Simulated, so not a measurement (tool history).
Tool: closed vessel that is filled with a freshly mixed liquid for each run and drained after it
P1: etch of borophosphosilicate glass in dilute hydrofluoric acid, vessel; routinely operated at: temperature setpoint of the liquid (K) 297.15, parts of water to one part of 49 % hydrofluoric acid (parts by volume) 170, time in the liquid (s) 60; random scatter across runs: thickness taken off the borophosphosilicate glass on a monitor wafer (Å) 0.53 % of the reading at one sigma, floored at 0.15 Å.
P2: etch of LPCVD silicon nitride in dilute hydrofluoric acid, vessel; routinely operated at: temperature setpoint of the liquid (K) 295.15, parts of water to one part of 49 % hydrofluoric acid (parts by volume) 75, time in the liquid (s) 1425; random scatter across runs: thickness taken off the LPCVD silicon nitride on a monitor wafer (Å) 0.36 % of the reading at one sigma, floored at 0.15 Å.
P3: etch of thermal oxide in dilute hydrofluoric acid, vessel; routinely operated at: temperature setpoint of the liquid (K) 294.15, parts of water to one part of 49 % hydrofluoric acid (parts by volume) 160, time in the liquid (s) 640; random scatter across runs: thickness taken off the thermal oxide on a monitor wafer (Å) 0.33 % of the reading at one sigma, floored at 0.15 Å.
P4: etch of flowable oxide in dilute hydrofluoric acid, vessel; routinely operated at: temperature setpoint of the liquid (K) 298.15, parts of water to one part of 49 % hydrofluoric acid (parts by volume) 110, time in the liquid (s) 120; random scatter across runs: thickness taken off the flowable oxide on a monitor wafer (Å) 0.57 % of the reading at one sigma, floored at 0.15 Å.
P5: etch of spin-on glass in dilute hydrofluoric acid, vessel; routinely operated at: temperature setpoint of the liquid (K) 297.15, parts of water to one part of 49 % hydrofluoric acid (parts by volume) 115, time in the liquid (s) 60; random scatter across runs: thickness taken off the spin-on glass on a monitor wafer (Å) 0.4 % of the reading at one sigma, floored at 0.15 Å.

| run | hour | process that ran | temperature setpoint of the liquid (K) | parts of water to one part of 49 % hydrofluoric acid (parts by volume) | time in the liquid (s) | thickness taken off the borophosphosilicate glass on a monitor wafer (Å) | thickness taken off the LPCVD silicon nitride on a monitor wafer (Å) | thickness taken off the flowable oxide on a monitor wafer (Å) | thickness taken off the thermal oxide on a monitor wafer (Å) | thickness taken off the spin-on glass on a monitor wafer (Å) |
|---|---|---|---|---|---|---|---|---|---|---|
| 1 | 3.8 | P1 | 297.15 | 170 | 60 | 144.39 |  |  |  |  |
| 2 | 8.2 | P1 | 297.15 | 170 | 60 | 143.71 |  |  |  |  |
| 3 | 12.1 | P1 | 297.15 | 170 | 60 | 143.76 |  |  |  |  |
| 4 | 15.7 | P1 | 297.15 | 170 | 30 | 72.519 |  |  |  |  |
| 5 | 22.8 | P1 | 291.15 | 170 | 95 | 179.68 |  |  |  |  |
| 6 | 27.6 | P1 | 297.15 | 170 | 60 | 144.27 |  |  |  |  |
| 7 | 32.1 | P1 | 291.65 | 170 | 30 | 58.878 |  |  |  |  |
| 8 | 38.2 | P2 | 295.15 | 75 | 670 |  | 37.73 |  |  |  |
| 9 | 45.3 | P4 | 298.15 | 175 | 120 |  |  | 262.51 |  |  |
| 10 | 49 | P1 | 297.15 | 170 | 60 | 144.74 |  |  |  |  |
| 11 | 52.6 | P2 | 300.65 | 75 | 1425 |  | 114.83 |  |  |  |
| 12 | 56.6 | P1 | 303.15 | 170 | 60 | 178.13 |  |  |  |  |
| 13 | 63.5 | P1 | 305.15 | 170 | 30 | 96.555 |  |  |  |  |
| 14 | 68.3 | P3 | 294.15 | 160 | 175 |  |  |  | 40.908 |  |
|  | 72.6 | thermometer replaced |
| 15 | 72.8 | P1 | 297.15 | 170 | 60 | 144.91 |  |  |  |  |
| 16 | 78 | P4 | 304.65 | 110 | 120 |  |  | 570.79 |  |  |
| 17 | 84.6 | P1 | 291.65 | 170 | 60 | 117.42 |  |  |  |  |
| 18 | 89.3 | P2 | 295.15 | 110 | 1425 |  | 55.048 |  |  |  |
| 19 | 94.3 | P2 | 295.15 | 75 | 1425 |  | 80.573 |  |  |  |
| 20 | 101.2 | P1 | 297.15 | 85 | 60 | 318.65 |  |  |  |  |
| 21 | 105.4 | P5 | 297.15 | 55 | 60 |  |  |  |  | 380.85 |
| 22 | 109.9 | P1 | 297.15 | 270 | 60 | 81.315 |  |  |  |  |
| 23 | 117.3 | P1 | 297.15 | 170 | 85 | 201.89 |  |  |  |  |
| 24 | 123.7 | P5 | 297.15 | 115 | 60 |  |  |  |  | 169.12 |
| 25 | 131.6 | P3 | 290.15 | 160 | 640 |  |  |  | 128.26 |  |
| 26 | 135.1 | P2 | 295.15 | 75 | 1425 |  | 80.129 |  |  |  |
| 27 | 142.9 | P4 | 298.15 | 110 | 30 |  |  | 110.88 |  |  |
| 28 | 150.3 | P3 | 294.15 | 30 | 640 |  |  |  | 924.94 |  |
| 29 | 154.1 | P5 | 297.15 | 115 | 30 |  |  |  |  | 83.89 |
| 30 | 158 | P4 | 298.15 | 110 | 120 |  |  | 449.39 |  |  |
| 31 | 165.7 | P3 | 294.15 | 160 | 640 |  |  |  | 149.28 |  |
| 32 | 172.3 | P5 | 303.15 | 115 | 60 |  |  |  |  | 212.9 |
| 33 | 178.4 | P1 | 297.15 | 170 | 60 | 144.96 |  |  |  |  |
| 34 | 182.5 | P1 | 297.15 | 170 | 60 | 147.38 |  |  |  |  |
| 35 | 188.9 | P1 | 297.15 | 170 | 60 | 151.69 |  |  |  |  |
| 36 | 194.1 | P1 | 297.15 | 170 | 60 | 153.01 |  |  |  |  |
| 37 | 198.3 | P1 | 297.15 | 170 | 60 | 155.02 |  |  |  |  |
| 38 | 204.8 | P1 | 297.15 | 170 | 60 | 155.82 |  |  |  |  |
| 39 | 209 | P1 | 297.15 | 170 | 60 | 156.06 |  |  |  |  |
| 40 | 212.7 | P1 | 297.15 | 170 | 60 | 154.53 |  |  |  |  |
| 41 | 220.6 | P1 | 297.15 | 170 | 60 | 157.25 |  |  |  |  |
| 42 | 226.2 | P1 | 297.15 | 170 | 60 | 157.92 |  |  |  |  |
| 43 | 231.9 | P1 | 297.15 | 170 | 60 | 157.54 |  |  |  |  |
| 44 | 238.3 | P1 | 297.15 | 170 | 60 | 156.15 |  |  |  |  |

What P1 gives has crept away from where it was. These 2 causes fit the log equally well, each at the size given:
A: liquid hotter than its thermometer reads (K) = 2.37
B: hydrofluoric acid flow above the setpoint (%) = 7.72
Creep in the process output first set in at about hour 178.4.

Below are 4 check runs, each on a single wafer, with their results shown as question marks. Which of them would tell the listed causes apart, meaning the causes would give clearly different results under it?
| check 1 | 244.7 | P4 | 298.15 | 110 | 120 |  |  | ? |  |  |
| check 2 | 244.7 | P3 | 294.15 | 160 | 640 |  |  |  | ? |  |
| check 3 | 244.7 | P2 | 295.15 | 75 | 1425 |  | ? |  |  |  |
| check 4 | 244.7 | P5 | 297.15 | 115 | 60 |  |  |  |  | ? |

Expected result of each check under each candidate cause:
| check | result | if A | if B |
|---|---|---|---|
| check 1 | thickness taken off the flowable oxide on a monitor wafer (Å) | 493.13 | 489.6 |
| check 2 | thickness taken off the thermal oxide on a monitor wafer (Å) | 164.17 | 163.33 |
| check 3 | thickness taken off the LPCVD silicon nitride on a monitor wafer (Å) | 94.059 | 86.305 |
| check 4 | thickness taken off the spin-on glass on a monitor wafer (Å) | 184.63 | 183.24 |
Distance between the nearest two causes, measured in the result of the check that separates them most: check 1 0.72 %; check 2 0.51 %; check 3 8.6 %; check 4 0.75 %
Check 3 tells the causes apart: in the others they would give nearly the same result.

Here is what check 3 returned: thickness taken off the LPCVD silicon nitride on a monitor wafer (Å) 86.066. Which cause is it?

The cause is B: hydrofluoric acid flow above the setpoint (%).

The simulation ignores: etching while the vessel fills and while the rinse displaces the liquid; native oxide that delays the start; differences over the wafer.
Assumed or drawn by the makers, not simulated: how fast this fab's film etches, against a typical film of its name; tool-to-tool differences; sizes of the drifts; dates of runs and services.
